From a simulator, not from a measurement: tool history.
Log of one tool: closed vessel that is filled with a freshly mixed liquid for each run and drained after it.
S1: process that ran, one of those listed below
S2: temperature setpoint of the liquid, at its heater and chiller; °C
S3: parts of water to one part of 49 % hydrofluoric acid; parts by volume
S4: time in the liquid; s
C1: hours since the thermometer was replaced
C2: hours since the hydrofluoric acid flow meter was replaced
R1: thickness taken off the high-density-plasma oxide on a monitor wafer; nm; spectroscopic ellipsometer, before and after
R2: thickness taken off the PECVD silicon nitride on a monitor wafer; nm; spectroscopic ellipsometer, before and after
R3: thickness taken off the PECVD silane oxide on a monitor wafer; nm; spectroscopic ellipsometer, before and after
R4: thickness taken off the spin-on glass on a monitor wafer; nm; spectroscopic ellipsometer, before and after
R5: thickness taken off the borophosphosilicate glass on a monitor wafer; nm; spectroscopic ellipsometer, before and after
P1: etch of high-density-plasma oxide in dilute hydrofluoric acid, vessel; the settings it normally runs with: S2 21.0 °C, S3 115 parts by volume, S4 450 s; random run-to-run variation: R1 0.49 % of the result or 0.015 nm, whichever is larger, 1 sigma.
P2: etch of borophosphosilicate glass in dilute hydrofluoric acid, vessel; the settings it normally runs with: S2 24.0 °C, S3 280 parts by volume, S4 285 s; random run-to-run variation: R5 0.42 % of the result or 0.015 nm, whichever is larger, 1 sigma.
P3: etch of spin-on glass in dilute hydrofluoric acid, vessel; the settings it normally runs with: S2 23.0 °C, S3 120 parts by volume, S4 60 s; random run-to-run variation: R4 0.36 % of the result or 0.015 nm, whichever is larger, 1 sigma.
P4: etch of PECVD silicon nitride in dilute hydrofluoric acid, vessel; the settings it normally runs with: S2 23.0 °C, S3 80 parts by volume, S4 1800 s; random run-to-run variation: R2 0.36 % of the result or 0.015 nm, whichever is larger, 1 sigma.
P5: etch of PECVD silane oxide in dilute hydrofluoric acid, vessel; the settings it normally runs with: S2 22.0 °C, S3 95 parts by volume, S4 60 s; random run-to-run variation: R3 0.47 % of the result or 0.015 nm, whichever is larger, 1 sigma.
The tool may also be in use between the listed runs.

Run 1, hour 7.9: S1 P1, S2 21.0 °C, S3 115 parts by volume, S4 450 s; C1 500.1; C2 443.6. Result: R1 17.5850 nm.
Run 2, hour 13.0: S1 P4, S2 17.0 °C, S3 80 parts by volume, S4 1800 s; C1 505.2; C2 448.7. Result: R2 24.969 nm.
Run 3, hour 20.4: S1 P5, S2 22.0 °C, S3 95 parts by volume, S4 60 s; C1 512.6; C2 456.1. Result: R3 8.6467 nm.
Run 4, hour 24.3: S1 P1, S2 21.0 °C, S3 115 parts by volume, S4 895 s; C1 516.5; C2 460.0. Result: R1 34.8920 nm.
Run 5, hour 30.8: S1 P1, S2 21.0 °C, S3 115 parts by volume, S4 450 s; C1 523.0; C2 466.5. Result: R1 17.4270 nm.
Run 6, hour 37.5: S1 P3, S2 27.5 °C, S3 120 parts by volume, S4 60 s; C1 529.7; C2 473.2. Result: R4 37.623 nm.
Run 7, hour 43.6: S1 P5, S2 22.0 °C, S3 95 parts by volume, S4 105 s; C1 535.8; C2 479.3. Result: R3 15.2230 nm.
Run 8, hour 51.8: S1 P2, S2 24.0 °C, S3 280 parts by volume, S4 285 s; C1 544.0; C2 487.5. Result: R5 41.826 nm.
Run 9, hour 57.9: S1 P2, S2 24.0 °C, S3 280 parts by volume, S4 440 s; C1 550.1; C2 493.6. Result: R5 64.663 nm.
Run 10, hour 61.5: S1 P2, S2 24.0 °C, S3 170 parts by volume, S4 285 s; C1 553.7; C2 497.2. Result: R5 77.709 nm.
Run 11, hour 67.6: S1 P3, S2 23.0 °C, S3 215 parts by volume, S4 60 s; C1 559.8; C2 503.3. Result: R4 16.115 nm.
Run 12, hour 74.8: S1 P1, S2 21.0 °C, S3 115 parts by volume, S4 450 s; C1 567.0; C2 510.5. Result: R1 17.5010 nm.
Run 13, hour 82.1: S1 P1, S2 21.0 °C, S3 170 parts by volume, S4 450 s; C1 574.3; C2 517.8. Result: R1 11.2530 nm.
Run 14, hour 87.1: S1 P2, S2 31.0 °C, S3 280 parts by volume, S4 285 s; C1 579.3; C2 522.8. Result: R5 52.520 nm.
Run 15, hour 93.5: S1 P3, S2 23.0 °C, S3 120 parts by volume, S4 60 s; C1 585.7; C2 529.2. Result: R4 31.712 nm.
Run 16, hour 101.1: S1 P3, S2 23.0 °C, S3 120 parts by volume, S4 30 s; C1 593.3; C2 536.8. Result: R4 15.947 nm.
Run 17, hour 106.2: S1 P1, S2 21.0 °C, S3 115 parts by volume, S4 450 s; C1 598.4; C2 541.9. Result: R1 17.5900 nm.
Run 18, hour 113.1: S1 P1, S2 26.0 °C, S3 115 parts by volume, S4 450 s; C1 605.3; C2 548.8. Result: R1 21.3230 nm.
Run 19, hour 117.9: S1 P4, S2 23.0 °C, S3 80 parts by volume, S4 1800 s; C1 610.1; C2 553.6. Result: R2 37.368 nm.
Run 20, hour 122.7: S1 P5, S2 22.0 °C, S3 150 parts by volume, S4 60 s; C1 614.9; C2 558.4. Result: R3 5.1769 nm.
Run 21, hour 126.8: S1 P1, S2 21.0 °C, S3 115 parts by volume, S4 155 s; C1 619.0; C2 562.5. Result: R1 6.0075 nm.
Run 22, hour 132.6: S1 P5, S2 22.0 °C, S3 95 parts by volume, S4 60 s; C1 624.8; C2 568.3. Result: R3 8.6777 nm.
Run 23, hour 140.0: S1 P2, S2 24.0 °C, S3 280 parts by volume, S4 285 s; C1 632.2; C2 575.7. Result: R5 41.676 nm.
Run 24, hour 147.7: S1 P1, S2 21.0 °C, S3 45 parts by volume, S4 250 s; C1 639.9; C2 583.4. Result: R1 26.8990 nm.
Run 25, hour 153.9: S1 P4, S2 23.0 °C, S3 80 parts by volume, S4 945 s; C1 646.1; C2 589.6. Result: R2 19.633 nm.
Run 26, hour 160.9: S1 P1, S2 21.0 °C, S3 115 parts by volume, S4 450 s; C1 653.1; C2 596.6. Result: R1 17.5950 nm.
Run 27, hour 167.7: S1 P1, S2 21.0 °C, S3 115 parts by volume, S4 450 s; C1 659.9; C2 603.4. Result: R1 17.5920 nm.
Run 28, hour 174.0: S1 P1, S2 17.0 °C, S3 115 parts by volume, S4 450 s; C1 666.2; C2 609.7. Result: R1 14.8860 nm.
Run 29, hour 178.6: S1 P5, S2 17.0 °C, S3 95 parts by volume, S4 60 s; C1 670.8; C2 614.3. Result: R3 7.1199 nm.
Run 30, hour 185.8: S1 P4, S2 23.0 °C, S3 50 parts by volume, S4 1800 s; C1 678.0; C2 621.5. Result: R2 59.458 nm.
Run 31, hour 190.8: S1 P1, S2 21.0 °C, S3 55 parts by volume, S4 450 s; C1 683.0; C2 626.5. Result: R1 39.3640 nm.
Run 32, hour 198.2: S1 P1, S2 21.0 °C, S3 115 parts by volume, S4 450 s; C1 690.4; C2 633.9. Result: R1 17.4790 nm.
Run 33, hour 205.2: S1 P1, S2 21.0 °C, S3 115 parts by volume, S4 450 s; C1 697.4; C2 640.9. Result: R1 18.1940 nm.
Run 34, hour 208.9: S1 P1, S2 21.0 °C, S3 115 parts by volume, S4 450 s; C1 701.1; C2 644.6. Result: R1 18.2000 nm.
Run 35, hour 212.8: S1 P1, S2 21.0 °C, S3 115 parts by volume, S4 450 s; C1 705.0; C2 648.5. Result: R1 18.4430 nm.
Run 36, hour 220.4: S1 P1, S2 21.0 °C, S3 115 parts by volume, S4 450 s; C1 712.6; C2 656.1. Result: R1 18.6240 nm.
Run 37, hour 224.8: S1 P1, S2 21.0 °C, S3 115 parts by volume, S4 450 s; C1 717.0; C2 660.5. Result: R1 18.6080 nm.
Run 38, hour 231.0: S1 P1, S2 21.0 °C, S3 115 parts by volume, S4 450 s; C1 723.2; C2 666.7. Result: R1 18.6180 nm.

What P1 gives has crept off from where it sat before. The 2 causes that follow fit the log equally well, each at the size noted:
A: hydrofluoric acid flow above the setpoint (%) = 5.3
B: liquid hotter than its thermometer reads (K) = 1.46
Onset of the creep was near hour 198.2.

Listed below are the offered check runs, one wafer per run, with question marks in place of results. For which of them would the causes give clearly different outcomes?
Run check 1, hour 237.2: S1 P5, S2 17.0 °C, S3 95 parts by volume, S4 105 s. Result: R3 ?.
Run check 2, hour 237.2: S1 P2, S2 24.0 °C, S3 190 parts by volume, S4 285 s. Result: R5 ?.
Run check 3, hour 237.2: S1 P3, S2 23.0 °C, S3 190 parts by volume, S4 35 s. Result: R4 ?.
Run check 4, hour 237.2: S1 P4, S2 17.0 °C, S3 80 parts by volume, S4 1800 s. Result: R2 ?.

If the cause were each of the candidates in turn, the checks would give the following:
  check  result     if A     if B
check 1      R3  13.0950  13.1580
check 2      R5   71.827   71.241
check 3      R4   11.559   11.474
check 4      R2   26.070   27.458
Per-check spread between the two closest causes, in the result where they differ most: check 1 0.47 %; check 2 0.82 %; check 3 0.74 %; check 4 5.19 %
Only check 4 tells the causes apart: in the others they would give nearly the same result.

Check 4 was carried out, with these results: R2 27.526 nm. Which of the listed causes is responsible?

The correct cause is B, namely: liquid hotter than its thermometer reads (K).
